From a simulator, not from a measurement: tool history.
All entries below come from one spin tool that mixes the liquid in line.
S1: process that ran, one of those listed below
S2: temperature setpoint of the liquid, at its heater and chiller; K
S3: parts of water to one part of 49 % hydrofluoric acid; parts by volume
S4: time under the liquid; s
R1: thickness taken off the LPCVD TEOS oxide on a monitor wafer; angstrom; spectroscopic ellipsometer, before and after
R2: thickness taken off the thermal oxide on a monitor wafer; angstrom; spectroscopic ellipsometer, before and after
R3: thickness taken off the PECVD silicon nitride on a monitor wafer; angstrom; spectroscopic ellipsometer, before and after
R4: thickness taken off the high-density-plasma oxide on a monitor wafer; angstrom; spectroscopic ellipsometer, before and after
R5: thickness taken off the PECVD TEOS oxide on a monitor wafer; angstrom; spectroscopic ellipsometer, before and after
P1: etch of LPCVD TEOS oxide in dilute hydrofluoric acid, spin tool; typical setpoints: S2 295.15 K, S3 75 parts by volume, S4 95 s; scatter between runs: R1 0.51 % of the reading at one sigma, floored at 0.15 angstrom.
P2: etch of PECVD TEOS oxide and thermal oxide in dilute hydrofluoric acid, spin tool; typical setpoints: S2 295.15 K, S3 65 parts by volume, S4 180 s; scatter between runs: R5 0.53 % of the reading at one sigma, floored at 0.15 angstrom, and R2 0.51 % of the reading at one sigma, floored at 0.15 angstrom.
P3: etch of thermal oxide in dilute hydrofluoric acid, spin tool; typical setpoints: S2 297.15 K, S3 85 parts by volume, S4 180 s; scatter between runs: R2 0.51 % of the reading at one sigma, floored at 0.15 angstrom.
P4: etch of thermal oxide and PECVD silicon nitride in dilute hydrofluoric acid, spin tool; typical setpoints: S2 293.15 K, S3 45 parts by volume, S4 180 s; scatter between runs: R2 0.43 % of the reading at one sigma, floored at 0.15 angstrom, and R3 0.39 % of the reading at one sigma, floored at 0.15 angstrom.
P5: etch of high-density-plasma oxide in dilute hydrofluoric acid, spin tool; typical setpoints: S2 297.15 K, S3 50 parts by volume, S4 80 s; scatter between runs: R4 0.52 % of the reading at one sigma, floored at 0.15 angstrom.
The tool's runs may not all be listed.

run   hour  S1      S2   S3   S4      R1      R2      R3      R4      R5
  1   12.4  P1  295.15   75   95  497.39
  2   28.5  P4  293.15   45   35          32.509  22.221
  3   37.9  P4  293.15   25  180          313.47  197.49
  4   46.4  P5  297.15   50   15                          22.825
  5     57  P1  295.15  105  135  485.56
  6   71.4  P1  295.15   75   95  495.66
  7     88  P1  295.15   75   95  496.78
  8  101.6  P1  295.15   75   55  288.71
  9  114.8  P3  303.65   85  180          123.62
 10  129.8  P1  295.15   75  165  858.45
 11  145.5  P1  290.15   75   95  403.64
 12  158.2  P3  297.15   85  180           96.89
 13  169.5  P1  295.15   75   95  491.54
 14  187.5  P5  297.15   50   80                           120.8
 15  198.9  P3  297.15   85   55          29.279
 16  210.7  P1  290.15   75  185  782.82
 17    222  P5  297.15   50   80                          121.21
 18  230.7  P1  295.15   75   95  498.68
 19  245.2  P5  290.15   50   80                          89.385
 20  261.6  P1  295.15   75   95  493.39
 21  270.7  P3  297.15  150  180            50.7
 22  278.7  P5  297.15   20   80                          315.26
 23  290.2  P4  293.15   45  180          168.42  113.22
 24  303.9  P2  295.15   65  315          218.81                  497.87
 25  315.1  P4  299.15   45  180          216.07   169.5
 26  325.8  P1  299.15   75   50  308.94
 27  341.9  P2  295.15   65  180          123.58                  284.52
 28  359.1  P1  295.15  130   95  265.13
 29  368.8  P1  301.15   75   95  631.17
 30  380.1  P2  295.15   20  180          429.72                  975.13

Run 31 comes next. What will it give?
 31  392.1  P2  290.15  65  180       ?           ?

Run 31 gave R2 100.93 angstrom, R5 230 angstrom.
